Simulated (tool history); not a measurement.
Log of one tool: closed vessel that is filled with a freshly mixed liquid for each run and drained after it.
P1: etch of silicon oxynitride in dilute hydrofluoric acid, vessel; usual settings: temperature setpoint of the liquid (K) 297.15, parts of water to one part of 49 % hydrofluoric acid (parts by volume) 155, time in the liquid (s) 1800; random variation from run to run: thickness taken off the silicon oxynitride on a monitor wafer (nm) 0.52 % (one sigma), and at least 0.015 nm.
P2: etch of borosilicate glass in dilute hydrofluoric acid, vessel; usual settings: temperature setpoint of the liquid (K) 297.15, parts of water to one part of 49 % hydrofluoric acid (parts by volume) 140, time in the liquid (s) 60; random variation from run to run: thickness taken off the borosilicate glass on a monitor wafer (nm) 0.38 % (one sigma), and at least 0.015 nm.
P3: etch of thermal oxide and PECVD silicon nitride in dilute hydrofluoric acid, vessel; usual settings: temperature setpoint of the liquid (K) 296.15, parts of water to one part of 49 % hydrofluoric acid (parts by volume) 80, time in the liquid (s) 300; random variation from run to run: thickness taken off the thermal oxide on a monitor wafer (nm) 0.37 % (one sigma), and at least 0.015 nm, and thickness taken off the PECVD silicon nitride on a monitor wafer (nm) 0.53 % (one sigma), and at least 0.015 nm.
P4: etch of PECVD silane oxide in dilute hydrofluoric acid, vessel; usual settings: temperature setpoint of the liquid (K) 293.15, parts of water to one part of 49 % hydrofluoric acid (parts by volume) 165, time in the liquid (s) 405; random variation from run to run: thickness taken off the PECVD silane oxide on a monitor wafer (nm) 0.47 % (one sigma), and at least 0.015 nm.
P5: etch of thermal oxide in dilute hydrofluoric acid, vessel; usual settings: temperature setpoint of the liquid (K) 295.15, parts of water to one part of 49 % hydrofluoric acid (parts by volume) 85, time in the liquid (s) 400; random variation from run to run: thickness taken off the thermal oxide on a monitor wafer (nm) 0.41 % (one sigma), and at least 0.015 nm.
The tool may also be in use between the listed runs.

run    day  process that ran  temperature setpoint of the liquid (K)  parts of water to one part of 49 % hydrofluoric acid (parts by volume)  time in the liquid (s)  thickness taken off the silicon oxynitride on a monitor wafer (nm)  thickness taken off the thermal oxide on a monitor wafer (nm)  thickness taken off the PECVD silicon nitride on a monitor wafer (nm)  thickness taken off the PECVD silane oxide on a monitor wafer (nm)  thickness taken off the borosilicate glass on a monitor wafer (nm)
  1  0.392                P1                                  297.15                                                                     155                    1800                                                             18.9500
  2  0.638                P3                                  296.15                                                                     145                     300                                                                                                                             9.0384                                                                 7.7799
  3  0.971                P4                                  299.65                                                                     165                     405                                                                                                                                                                                                                                                                        37.428
  4  1.233                P1                                  297.15                                                                     220                    1800                                                             12.7240
  5  1.588                P1                                  305.65                                                                     155                    1800                                                             27.2770
  6  1.929                P1                                  297.15                                                                     155                    3470                                                             36.9110
  7  2.217                P1                                  290.65                                                                     155                    1800                                                             13.7240
  8  2.612                P5                                  295.15                                                                      85                     400                                                                                                                            21.0790
  9  3.021                P2                                  297.15                                                                      25                      60                                                                                                                                                                                                                                                                                                                                           80.8380
 10  3.204                P4                                  293.15                                                                     165                     405                                                                                                                                                                                                                                                                        29.534
 11  3.450                P1                                  297.15                                                                     155                     510                                                              5.3646
     3.508  -- thermometer replaced
 12  3.696                P1                                  297.15                                                                     155                    1800                                                             18.9150
 13  3.929                P4                                  293.15                                                                     165                     405                                                                                                                                                                                                                                                                        29.277
 14  4.283                P3                                  290.15                                                                      80                     300                                                                                                                            13.8610                                                                 9.2484
 15  4.521                P3                                  296.15                                                                      80                     300                                                                                                                            17.7510                                                                14.0460
 16  4.858                P3                                  296.15                                                                      80                     300                                                                                                                            17.6740                                                                13.9980
 17  5.121                P1                                  297.15                                                                     155                    1800                                                             19.0460
 18  5.442                P5                                  295.15                                                                      85                     400                                                                                                                            21.1560
 19  5.833                P2                                  290.15                                                                     140                      60                                                                                                                                                                                                                                                                                                                                            9.3889
 20  6.225                P1                                  297.15                                                                     155                    1800                                                             19.1320
 21  6.508                P1                                  291.65                                                                     155                    2995                                                             24.3130
 22  6.712                P1                                  297.15                                                                     155                    1800                                                             19.1100
 23  6.917                P5                                  295.15                                                                      85                     155                                                                                                                             8.1852
 24  7.317                P4                                  293.15                                                                     165                     715                                                                                                                                                                                                                                                                        52.247
 25  7.604                P2                                  297.15                                                                     140                      60                                                                                                                                                                                                                                                                                                                                           12.4500
 26  7.912                P4                                  293.15                                                                      55                     405                                                                                                                                                                                                                                                                        99.596
 27  8.262                P5                                  295.15                                                                      20                     400                                                                                                                            97.9270
 28  8.533                P5                                  290.15                                                                      85                     400                                                                                                                            17.0660
 29  8.817                P3                                  296.15                                                                      80                     560                                                                                                                            33.0560                                                                26.4770
 30  9.058                P2                                  297.15                                                                     140                     105                                                                                                                                                                                                                                                                                                                                           21.8530
 31  9.304                P1                                  297.15                                                                      20                    1800                                                            164.1300
 32  9.521                P1                                  297.15                                                                     155                    1800                                                             18.9830

The next listed run, before its measurement:
 33  9.792                P1                                  297.15                                                                     155                    1800                                                                   ?

{"run 33": {"thickness taken off the silicon oxynitride on a monitor wafer (nm)": 19.489}}

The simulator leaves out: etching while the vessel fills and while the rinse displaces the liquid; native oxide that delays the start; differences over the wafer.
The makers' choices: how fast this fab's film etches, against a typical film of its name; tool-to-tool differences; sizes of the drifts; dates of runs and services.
